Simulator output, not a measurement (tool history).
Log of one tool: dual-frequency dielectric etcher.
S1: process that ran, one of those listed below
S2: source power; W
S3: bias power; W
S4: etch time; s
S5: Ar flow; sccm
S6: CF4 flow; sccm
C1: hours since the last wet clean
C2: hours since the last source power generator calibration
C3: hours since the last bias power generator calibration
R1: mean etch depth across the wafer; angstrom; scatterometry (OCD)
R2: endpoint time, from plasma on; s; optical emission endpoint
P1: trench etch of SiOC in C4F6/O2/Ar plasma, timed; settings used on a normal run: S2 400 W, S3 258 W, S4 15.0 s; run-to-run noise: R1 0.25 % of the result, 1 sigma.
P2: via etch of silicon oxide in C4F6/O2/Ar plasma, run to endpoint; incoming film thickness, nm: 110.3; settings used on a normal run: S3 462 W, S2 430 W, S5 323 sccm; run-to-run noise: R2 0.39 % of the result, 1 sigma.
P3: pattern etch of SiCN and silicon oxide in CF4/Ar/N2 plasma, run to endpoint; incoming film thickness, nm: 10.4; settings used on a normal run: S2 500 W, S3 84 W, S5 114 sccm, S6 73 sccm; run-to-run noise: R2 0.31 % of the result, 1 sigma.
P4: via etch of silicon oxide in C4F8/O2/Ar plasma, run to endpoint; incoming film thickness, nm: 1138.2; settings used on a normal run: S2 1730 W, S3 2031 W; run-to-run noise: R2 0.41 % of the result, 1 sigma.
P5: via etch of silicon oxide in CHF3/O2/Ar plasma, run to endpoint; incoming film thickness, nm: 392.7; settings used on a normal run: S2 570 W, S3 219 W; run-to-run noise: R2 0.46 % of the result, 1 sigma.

{"run": 1, "hour": 7.6, "S1": "P1", "S2": 400, "S3": 258, "S4": 15.0, "C1": 212.2, "C2": 965.4, "C3": 1909.9, "R1": 346.63}
{"run": 2, "hour": 14.9, "S1": "P1", "S2": 400, "S3": 258, "S4": 20.0, "C1": 219.5, "C2": 972.7, "C3": 1917.2, "R1": 463.28}
{"run": 3, "hour": 21.9, "S1": "P1", "S2": 400, "S3": 258, "S4": 15.0, "C1": 226.5, "C2": 979.7, "C3": 1924.2, "R1": 347.73}
{"run": 4, "hour": 32.9, "S1": "P2", "S2": 260, "S3": 462, "S5": 323, "C1": 237.5, "C2": 990.7, "C3": 1935.2, "R2": 30.062}
{"hour": 37.1, "done": "source power generator calibrated"}
{"run": 5, "hour": 40.4, "S1": "P1", "S2": 400, "S3": 258, "S4": 15.0, "C1": 245.0, "C2": 3.4, "C3": 1942.7, "R1": 347.1}
{"run": 6, "hour": 47.8, "S1": "P3", "S2": 630, "S3": 84, "S5": 114, "S6": 73, "C1": 252.4, "C2": 10.8, "C3": 1950.1, "R2": 8.4023}
{"run": 7, "hour": 54.1, "S1": "P3", "S2": 500, "S3": 84, "S5": 114, "S6": 73, "C1": 258.7, "C2": 17.1, "C3": 1956.4, "R2": 10.425}
{"run": 8, "hour": 66.6, "S1": "P2", "S2": 430, "S3": 462, "S5": 323, "C1": 271.2, "C2": 29.6, "C3": 1968.9, "R2": 24.911}
{"run": 9, "hour": 73.2, "S1": "P2", "S2": 430, "S3": 277, "S5": 323, "C1": 277.8, "C2": 36.2, "C3": 1975.5, "R2": 30.031}
{"run": 10, "hour": 84.8, "S1": "P1", "S2": 400, "S3": 258, "S4": 15.0, "C1": 289.4, "C2": 47.8, "C3": 1987.1, "R1": 346.72}
{"run": 11, "hour": 98.2, "S1": "P3", "S2": 500, "S3": 52, "S5": 114, "S6": 73, "C1": 302.8, "C2": 61.2, "C3": 2000.5, "R2": 12.197}
{"run": 12, "hour": 105.4, "S1": "P1", "S2": 400, "S3": 172, "S4": 15.0, "C1": 310.0, "C2": 68.4, "C3": 2007.7, "R1": 304.59}
{"run": 13, "hour": 112.7, "S1": "P4", "S2": 1730, "S3": 2438, "C1": 317.3, "C2": 75.7, "C3": 2015.0, "R2": 230.72}
{"run": 14, "hour": 119.3, "S1": "P5", "S2": 570, "S3": 219, "C1": 323.9, "C2": 82.3, "C3": 2021.6, "R2": 182.51}
{"run": 15, "hour": 129.0, "S1": "P1", "S2": 470, "S3": 258, "S4": 11.5, "C1": 333.6, "C2": 92.0, "C3": 2031.3, "R1": 283.83}
{"run": 16, "hour": 140.9, "S1": "P1", "S2": 550, "S3": 258, "S4": 15.0, "C1": 345.5, "C2": 103.9, "C3": 2043.2, "R1": 393.97}
{"run": 17, "hour": 151.8, "S1": "P1", "S2": 300, "S3": 258, "S4": 9.0, "C1": 356.4, "C2": 114.8, "C3": 2054.1, "R1": 186.99}
{"run": 18, "hour": 161.8, "S1": "P4", "S2": 1730, "S3": 2031, "C1": 366.4, "C2": 124.8, "C3": 2064.1, "R2": 243.26}
{"run": 19, "hour": 174.0, "S1": "P1", "S2": 400, "S3": 323, "S4": 15.0, "C1": 378.6, "C2": 137.0, "C3": 2076.3, "R1": 377.23}
{"run": 20, "hour": 180.8, "S1": "P3", "S2": 500, "S3": 84, "S5": 114, "S6": 55, "C1": 385.4, "C2": 143.8, "C3": 2083.1, "R2": 10.793}
{"run": 21, "hour": 193.9, "S1": "P1", "S2": 310, "S3": 258, "S4": 9.0, "C1": 398.5, "C2": 156.9, "C3": 2096.2, "R1": 189.5}
{"run": 22, "hour": 200.4, "S1": "P5", "S2": 760, "S3": 219, "C1": 405.0, "C2": 163.4, "C3": 2102.7, "R2": 162.74}
{"run": 23, "hour": 213.6, "S1": "P1", "S2": 400, "S3": 258, "S4": 9.0, "C1": 418.2, "C2": 176.6, "C3": 2115.9, "R1": 209.08}
{"run": 24, "hour": 223.5, "S1": "P2", "S2": 430, "S3": 462, "S5": 323, "C1": 428.1, "C2": 186.5, "C3": 2125.8, "R2": 25.007}
{"run": 25, "hour": 237.1, "S1": "P3", "S2": 500, "S3": 84, "S5": 82, "S6": 73, "C1": 441.7, "C2": 200.1, "C3": 2139.4, "R2": 9.9125}
{"run": 26, "hour": 243.2, "S1": "P4", "S2": 1410, "S3": 2031, "C1": 447.8, "C2": 206.2, "C3": 2145.5, "R2": 262.27}
{"run": 27, "hour": 250.7, "S1": "P5", "S2": 570, "S3": 306, "C1": 455.3, "C2": 213.7, "C3": 2153.0, "R2": 162.23}

Predict the results of run 28:
{"run": 28, "hour": 257.8, "S1": "P1", "S2": 300, "S3": 258, "S4": 15.0, "C1": 462.4, "C2": 220.8, "C3": 2160.1, "R1": "?"}

R1: 311.58 angstrom
